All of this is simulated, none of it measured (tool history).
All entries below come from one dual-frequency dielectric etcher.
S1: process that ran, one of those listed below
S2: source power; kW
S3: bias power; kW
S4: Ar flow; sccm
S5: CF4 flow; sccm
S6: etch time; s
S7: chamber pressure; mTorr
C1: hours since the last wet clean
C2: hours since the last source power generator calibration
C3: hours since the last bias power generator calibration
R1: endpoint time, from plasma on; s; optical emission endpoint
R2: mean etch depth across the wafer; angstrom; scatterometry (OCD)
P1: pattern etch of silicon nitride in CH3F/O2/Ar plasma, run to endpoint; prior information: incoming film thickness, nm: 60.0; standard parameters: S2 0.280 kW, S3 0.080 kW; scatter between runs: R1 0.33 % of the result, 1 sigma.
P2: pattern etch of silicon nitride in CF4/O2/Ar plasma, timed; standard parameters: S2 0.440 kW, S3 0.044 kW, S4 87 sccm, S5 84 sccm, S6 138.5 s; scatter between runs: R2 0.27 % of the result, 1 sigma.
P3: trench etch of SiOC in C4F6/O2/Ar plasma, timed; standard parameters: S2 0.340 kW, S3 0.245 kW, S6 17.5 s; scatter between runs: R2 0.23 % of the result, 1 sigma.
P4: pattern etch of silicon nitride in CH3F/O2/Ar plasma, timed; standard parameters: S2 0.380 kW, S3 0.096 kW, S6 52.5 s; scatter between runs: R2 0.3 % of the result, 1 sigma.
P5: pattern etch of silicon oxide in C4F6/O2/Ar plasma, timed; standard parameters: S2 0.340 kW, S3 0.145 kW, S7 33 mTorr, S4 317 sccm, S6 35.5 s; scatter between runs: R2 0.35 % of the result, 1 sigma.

run,hour,S1,S2,S3,S4,S5,S6,S7,C1,C2,C3,R1,R2
1,11.3,P1,0.280,0.080,,,,,146.9,2888.4,2395.8,94.796,
2,20.2,P2,0.570,0.044,87,84,138.5,,155.8,2897.3,2404.7,,2802.60
3,34.3,P1,0.380,0.080,,,,,169.9,2911.4,2418.8,84.820,
4,43.0,P3,0.460,0.245,,,17.5,,178.6,2920.1,2427.5,,414.14
5,55.7,P1,0.190,0.080,,,,,191.3,2932.8,2440.2,109.380,
6,72.2,P1,0.280,0.080,,,,,207.8,2949.3,2456.7,94.559,
7,80.6,P5,0.340,0.173,317,,35.5,33,216.2,2957.7,2465.1,,1024.50
8,94.5,P1,0.280,0.080,,,,,230.1,2971.6,2479.0,94.126,
9,110.0,P3,0.340,0.245,,,17.5,,245.6,2987.1,2494.5,,368.58
10,121.4,P5,0.340,0.145,317,,35.5,43,257.0,2998.5,2505.9,,942.62
11,130.4,P1,0.280,0.055,,,,,266.0,3007.5,2514.9,108.410,
12,137.8,P4,0.380,0.133,,,52.5,,273.4,3014.9,2522.3,,442.83
13,148.8,P4,0.380,0.096,,,52.5,,284.4,3025.9,2533.3,,392.93
14,161.3,P1,0.280,0.103,,,,,296.9,3038.4,2545.8,87.182,
15,172.5,P5,0.340,0.145,317,,35.5,33,308.1,3049.6,2557.0,,973.86
16,185.5,P1,0.280,0.080,,,,,321.1,3062.6,2570.0,94.814,
17,198.5,P4,0.520,0.096,,,52.5,,334.1,3075.6,2583.0,,439.80
18,208.3,P5,0.340,0.145,411,,35.5,33,343.9,3085.4,2592.8,,944.26
19,221.6,P1,0.280,0.080,,,,,357.2,3098.7,2606.1,94.856,
20,231.1,P3,0.340,0.342,,,17.5,,366.7,3108.2,2615.6,,414.67
21,242.5,P5,0.340,0.145,317,,19.5,33,378.1,3119.6,2627.0,,533.25
22,256.6,P4,0.380,0.096,,,52.5,,392.2,3133.7,2641.1,,393.27
23,272.4,P1,0.280,0.080,,,,,408.0,3149.5,2656.9,95.220,
24,280.2,P3,0.340,0.245,,,25.5,,415.8,3157.3,2664.7,,533.91
25,288.8,P4,0.380,0.096,,,67.5,,424.4,3165.9,2673.3,,504.30
26,299.3,P1,0.390,0.065,,,,,434.9,3176.4,2683.8,90.111,
27,309.0,P5,0.470,0.145,317,,35.5,33,444.6,3186.1,2693.5,,1108.70
28,321.2,P2,0.440,0.044,87,84,185.0,,456.8,3198.3,2705.7,,2985.90
29,334.8,P2,0.440,0.061,87,84,138.5,,470.4,3211.9,2719.3,,2545.80
30,351.1,P1,0.280,0.080,,,,,486.7,3228.2,2735.6,94.705,
31,361.8,P2,0.440,0.044,87,84,138.5,,497.4,3238.9,2746.3,,2238.20
32,371.5,P1,0.330,0.106,,,,,507.1,3248.6,2756.0,80.274,
33,386.4,P2,0.440,0.044,120,84,138.5,,522.0,3263.5,2770.9,,2141.90
34,401.4,P2,0.440,0.044,87,84,138.5,,537.0,3278.5,2785.9,,2247.20
35,415.4,P2,0.440,0.044,87,50,138.5,,551.0,3292.5,2799.9,,2082.00
36,423.8,P1,0.280,0.080,,,,,559.4,3300.9,2808.3,94.399,
37,431.7,P1,0.280,0.080,,,,,567.3,3308.8,2816.2,94.899,
38,441.7,P1,0.280,0.080,,,,,577.3,3318.8,2826.2,95.414,
39,457.6,P1,0.280,0.080,,,,,593.2,3334.7,2842.1,95.444,
40,465.3,P1,0.280,0.080,,,,,600.9,3342.4,2849.8,95.799,
41,476.0,P1,0.280,0.080,,,,,611.6,3353.1,2860.5,96.396,
42,488.8,P1,0.280,0.080,,,,,624.4,3365.9,2873.3,96.264,
# hour 495.5: wet clean of the chamber
43,504.1,P1,0.280,0.080,,,,,8.7,3381.2,2888.6,96.229,
44,511.9,P1,0.280,0.080,,,,,16.5,3389.0,2896.4,96.407,
45,525.9,P1,0.280,0.080,,,,,30.5,3403.0,2910.4,96.262,
46,536.0,P1,0.280,0.080,,,,,40.6,3413.1,2920.5,96.833,
47,548.4,P1,0.280,0.080,,,,,53.0,3425.5,2932.9,96.373,

P1 no longer gives what it gave before; its output has crept away from where it was. The following 2 causes, each at its listed size, fit the log equally well:
A: bias power that arrives under what is set, % = 4.5
B: source power that arrives under what is set, % = 4.32
Creep in the process output first set in at about hour 423.8.
All other causes, with the reason each is excluded:
chamber walls in a state that lowers the etch rate, %: serviced at hour 495.5, after the drift had started, without restoring the earlier output

Below are 4 check runs, each on a single wafer, with their results shown as question marks. Which of them would tell the listed causes apart, meaning the causes would give clearly different results under it?
check 1,560.8,P5,0.420,0.145,317,,35.5,33,,,,,?
check 2,560.8,P4,0.500,0.120,,,52.5,,,,,,?
check 3,560.8,P3,0.340,0.321,,,17.5,,,,,,?
check 4,560.8,P2,0.540,0.044,87,84,168.0,,,,,,?

Check results expected under each cause:
check,result,if A,if B
check 1,R2,1043.00,1039.10
check 2,R2,464.00,464.38
check 3,R2,397.68,397.60
check 4,R2,3192.30,3122.90
Distance between the nearest two causes, measured in the result of the check that separates them most: check 1 0.37 %; check 2 0.08 %; check 3 0.02 %; check 4 2.2 %
Check 4 distinguishes between the causes, while the remaining checks would return nearly the same result for all of them.

Here is what check 4 returned: R2 3171.80 angstrom. Which cause is it?

A is the cause: bias power that arrives under what is set, %.
